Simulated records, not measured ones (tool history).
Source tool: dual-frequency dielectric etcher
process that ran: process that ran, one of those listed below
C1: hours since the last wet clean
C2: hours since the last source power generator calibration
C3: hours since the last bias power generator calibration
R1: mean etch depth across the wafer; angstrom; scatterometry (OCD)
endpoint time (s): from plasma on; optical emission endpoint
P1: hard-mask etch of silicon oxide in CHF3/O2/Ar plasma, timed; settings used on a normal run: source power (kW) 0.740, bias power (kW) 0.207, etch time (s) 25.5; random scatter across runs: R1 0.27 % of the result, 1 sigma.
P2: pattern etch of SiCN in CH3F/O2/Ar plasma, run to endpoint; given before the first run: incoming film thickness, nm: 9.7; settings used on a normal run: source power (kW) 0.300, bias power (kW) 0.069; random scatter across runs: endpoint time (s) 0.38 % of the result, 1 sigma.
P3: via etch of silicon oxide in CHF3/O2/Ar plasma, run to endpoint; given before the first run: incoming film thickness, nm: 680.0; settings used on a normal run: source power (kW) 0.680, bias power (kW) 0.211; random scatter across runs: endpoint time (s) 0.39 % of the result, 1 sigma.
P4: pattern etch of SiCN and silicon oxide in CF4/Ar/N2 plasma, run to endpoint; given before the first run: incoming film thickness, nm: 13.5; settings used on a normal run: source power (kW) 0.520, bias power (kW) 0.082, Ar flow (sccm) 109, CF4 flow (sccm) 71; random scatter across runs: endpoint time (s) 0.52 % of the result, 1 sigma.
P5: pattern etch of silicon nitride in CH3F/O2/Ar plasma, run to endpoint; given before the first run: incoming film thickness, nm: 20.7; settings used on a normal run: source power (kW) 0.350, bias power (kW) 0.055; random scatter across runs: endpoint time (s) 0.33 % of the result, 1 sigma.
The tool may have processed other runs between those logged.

{"run": 1, "day": 0.138, "process that ran": "P1", "source power (kW)": 0.74, "bias power (kW)": 0.207, "etch time (s)": 25.5, "C1": 301.4, "C2": 958.6, "C3": 766.4, "R1": 575.83}
{"run": 2, "day": 0.292, "process that ran": "P3", "source power (kW)": 0.68, "bias power (kW)": 0.167, "C1": 305.1, "C2": 962.3, "C3": 770.1, "endpoint time (s)": 342.59}
{"run": 3, "day": 0.496, "process that ran": "P4", "source power (kW)": 0.52, "bias power (kW)": 0.082, "Ar flow (sccm)": 153, "CF4 flow (sccm)": 71, "C1": 310.0, "C2": 967.2, "C3": 775.0, "endpoint time (s)": 14.159}
{"run": 4, "day": 0.696, "process that ran": "P1", "source power (kW)": 0.74, "bias power (kW)": 0.135, "etch time (s)": 25.5, "C1": 314.8, "C2": 972.0, "C3": 779.8, "R1": 501.47}
{"run": 5, "day": 0.842, "process that ran": "P1", "source power (kW)": 0.74, "bias power (kW)": 0.255, "etch time (s)": 25.5, "C1": 318.3, "C2": 975.5, "C3": 783.3, "R1": 620.85}
{"run": 6, "day": 1.033, "process that ran": "P1", "source power (kW)": 0.74, "bias power (kW)": 0.207, "etch time (s)": 25.5, "C1": 322.9, "C2": 980.1, "C3": 787.9, "R1": 574.77}
{"run": 7, "day": 1.254, "process that ran": "P1", "source power (kW)": 0.74, "bias power (kW)": 0.207, "etch time (s)": 38.0, "C1": 328.2, "C2": 985.4, "C3": 793.2, "R1": 860.97}
{"run": 8, "day": 1.496, "process that ran": "P3", "source power (kW)": 0.4, "bias power (kW)": 0.211, "C1": 334.0, "C2": 991.2, "C3": 799.0, "endpoint time (s)": 385.1}
{"run": 9, "day": 1.658, "process that ran": "P3", "source power (kW)": 0.68, "bias power (kW)": 0.211, "C1": 337.9, "C2": 995.1, "C3": 802.9, "endpoint time (s)": 316.57}
{"run": 10, "day": 1.775, "process that ran": "P1", "source power (kW)": 0.74, "bias power (kW)": 0.207, "etch time (s)": 18.5, "C1": 340.7, "C2": 997.9, "C3": 805.7, "R1": 418.84}
{"run": 11, "day": 2.0, "process that ran": "P2", "source power (kW)": 0.4, "bias power (kW)": 0.069, "C1": 346.1, "C2": 1003.3, "C3": 811.1, "endpoint time (s)": 25.536}
{"run": 12, "day": 2.112, "process that ran": "P1", "source power (kW)": 0.74, "bias power (kW)": 0.207, "etch time (s)": 25.5, "C1": 348.8, "C2": 1006.0, "C3": 813.8, "R1": 575.11}
{"run": 13, "day": 2.304, "process that ran": "P1", "source power (kW)": 0.88, "bias power (kW)": 0.207, "etch time (s)": 25.5, "C1": 353.4, "C2": 1010.6, "C3": 818.4, "R1": 615.33}
{"run": 14, "day": 2.542, "process that ran": "P4", "source power (kW)": 0.66, "bias power (kW)": 0.082, "Ar flow (sccm)": 109, "CF4 flow (sccm)": 71, "C1": 359.1, "C2": 1016.3, "C3": 824.1, "endpoint time (s)": 11.016}
{"run": 15, "day": 2.696, "process that ran": "P4", "source power (kW)": 0.52, "bias power (kW)": 0.082, "Ar flow (sccm)": 109, "CF4 flow (sccm)": 97, "C1": 362.8, "C2": 1020.0, "C3": 827.8, "endpoint time (s)": 12.81}
{"run": 16, "day": 2.846, "process that ran": "P4", "source power (kW)": 0.52, "bias power (kW)": 0.082, "Ar flow (sccm)": 109, "CF4 flow (sccm)": 71, "C1": 366.4, "C2": 1023.6, "C3": 831.4, "endpoint time (s)": 13.542}
{"run": 17, "day": 3.004, "process that ran": "P4", "source power (kW)": 0.52, "bias power (kW)": 0.082, "Ar flow (sccm)": 109, "CF4 flow (sccm)": 71, "C1": 370.2, "C2": 1027.4, "C3": 835.2, "endpoint time (s)": 13.644}
{"run": 18, "day": 3.229, "process that ran": "P5", "source power (kW)": 0.35, "bias power (kW)": 0.055, "C1": 375.6, "C2": 1032.8, "C3": 840.6, "endpoint time (s)": 34.829}
{"run": 19, "day": 3.454, "process that ran": "P4", "source power (kW)": 0.52, "bias power (kW)": 0.063, "Ar flow (sccm)": 109, "CF4 flow (sccm)": 71, "C1": 381.0, "C2": 1038.2, "C3": 846.0, "endpoint time (s)": 14.725}
{"run": 20, "day": 3.638, "process that ran": "P2", "source power (kW)": 0.3, "bias power (kW)": 0.051, "C1": 385.4, "C2": 1042.6, "C3": 850.4, "endpoint time (s)": 31.926}
{"run": 21, "day": 3.775, "process that ran": "P1", "source power (kW)": 0.74, "bias power (kW)": 0.207, "etch time (s)": 25.5, "C1": 388.7, "C2": 1045.9, "C3": 853.7, "R1": 577.26}
{"run": 22, "day": 3.912, "process that ran": "P5", "source power (kW)": 0.35, "bias power (kW)": 0.073, "C1": 392.0, "C2": 1049.2, "C3": 857.0, "endpoint time (s)": 31.503}
{"run": 23, "day": 4.138, "process that ran": "P5", "source power (kW)": 0.45, "bias power (kW)": 0.055, "C1": 397.4, "C2": 1054.6, "C3": 862.4, "endpoint time (s)": 31.395}
{"run": 24, "day": 4.288, "process that ran": "P1", "source power (kW)": 0.74, "bias power (kW)": 0.207, "etch time (s)": 25.5, "C1": 401.0, "C2": 1058.2, "C3": 866.0, "R1": 578.0}
{"run": 25, "day": 4.542, "process that ran": "P1", "source power (kW)": 0.48, "bias power (kW)": 0.207, "etch time (s)": 25.5, "C1": 407.1, "C2": 1064.3, "C3": 872.1, "R1": 488.68}
{"run": 26, "day": 4.717, "process that ran": "P3", "source power (kW)": 0.68, "bias power (kW)": 0.211, "C1": 411.3, "C2": 1068.5, "C3": 876.3, "endpoint time (s)": 317.06}
{"run": 27, "day": 4.933, "process that ran": "P2", "source power (kW)": 0.3, "bias power (kW)": 0.069, "C1": 416.5, "C2": 1073.7, "C3": 881.5, "endpoint time (s)": 28.731}
{"run": 28, "day": 5.183, "process that ran": "P1", "source power (kW)": 0.96, "bias power (kW)": 0.207, "etch time (s)": 16.0, "C1": 422.5, "C2": 1079.7, "C3": 887.5, "R1": 398.14}
{"run": 29, "day": 5.425, "process that ran": "P1", "source power (kW)": 0.74, "bias power (kW)": 0.207, "etch time (s)": 25.5, "C1": 428.3, "C2": 1085.5, "C3": 893.3, "R1": 577.44}
{"run": 30, "day": 5.567, "process that ran": "P1", "source power (kW)": 0.74, "bias power (kW)": 0.207, "etch time (s)": 25.5, "C1": 431.7, "C2": 1088.9, "C3": 896.7, "R1": 575.46}
{"run": 31, "day": 5.75, "process that ran": "P1", "source power (kW)": 0.74, "bias power (kW)": 0.207, "etch time (s)": 25.5, "C1": 436.1, "C2": 1093.3, "C3": 901.1, "R1": 573.35}
{"run": 32, "day": 5.946, "process that ran": "P1", "source power (kW)": 0.74, "bias power (kW)": 0.207, "etch time (s)": 25.5, "C1": 440.8, "C2": 1098.0, "C3": 905.8, "R1": 570.84}
{"day": 6.112, "done": "wet clean of the chamber"}
{"run": 33, "day": 6.162, "process that ran": "P1", "source power (kW)": 0.74, "bias power (kW)": 0.207, "etch time (s)": 25.5, "C1": 1.3, "C2": 1103.2, "C3": 911.0, "R1": 568.52}
{"run": 34, "day": 6.283, "process that ran": "P1", "source power (kW)": 0.74, "bias power (kW)": 0.207, "etch time (s)": 25.5, "C1": 4.2, "C2": 1106.1, "C3": 913.9, "R1": 567.38}
{"run": 35, "day": 6.517, "process that ran": "P1", "source power (kW)": 0.74, "bias power (kW)": 0.207, "etch time (s)": 25.5, "C1": 9.8, "C2": 1111.7, "C3": 919.5, "R1": 566.41}
{"run": 36, "day": 6.712, "process that ran": "P1", "source power (kW)": 0.74, "bias power (kW)": 0.207, "etch time (s)": 25.5, "C1": 14.5, "C2": 1116.4, "C3": 924.2, "R1": 567.6}

P1 no longer gives what it gave before; its output has crept away from where it was. The following 2 causes, each at its listed size, fit the log equally well:
A: bias power that arrives under what is set, % = 4.7
B: source power that arrives under what is set, % = 4.2
The creep began at about day 5.567.
Other possible causes, and why each is ruled out:
chamber walls in a state that lowers the etch rate, %: its service at day 6.112 followed the start of the drift and did not put the process back to its old value

Of the 4 check runs below, each run on 3 wafers with the results averaged and each result still a question mark, which one would tell the listed causes apart?
{"run": "check 1", "day": 6.908, "process that ran": "P4", "source power (kW)": 0.52, "bias power (kW)": 0.082, "Ar flow (sccm)": 109, "CF4 flow (sccm)": 71, "endpoint time (s)": "?"}
{"run": "check 2", "day": 6.908, "process that ran": "P5", "source power (kW)": 0.35, "bias power (kW)": 0.055, "endpoint time (s)": "?"}
{"run": "check 3", "day": 6.908, "process that ran": "P2", "source power (kW)": 0.3, "bias power (kW)": 0.069, "endpoint time (s)": "?"}
{"run": "check 4", "day": 6.908, "process that ran": "P3", "source power (kW)": 0.68, "bias power (kW)": 0.211, "endpoint time (s)": "?"}

If the cause were each of the candidates in turn, the checks would give the following:
check=check_1 result=endpoint_time_(s) if_A=13.687 if_B=13.979
check=check_2 result=endpoint_time_(s) if_A=35.178 if_B=35.213
check=check_3 result=endpoint_time_(s) if_A=29.163 if_B=29.132
check=check_4 result=endpoint_time_(s) if_A=320.840 if_B=320.780
Gap, in per cent, between the two causes that each check separates least, read from the result that separates them most: check 1 2.11 %; check 2 0.1 %; check 3 0.11 %; check 4 0.02 %
Check 1 is the one run that separates the causes; every other check would come out nearly the same whichever cause is at work.

Check 1 was carried out, with these results: endpoint time (s) 13.938. Which of the listed causes is responsible?

The correct cause is B, namely: source power that arrives under what is set, %.
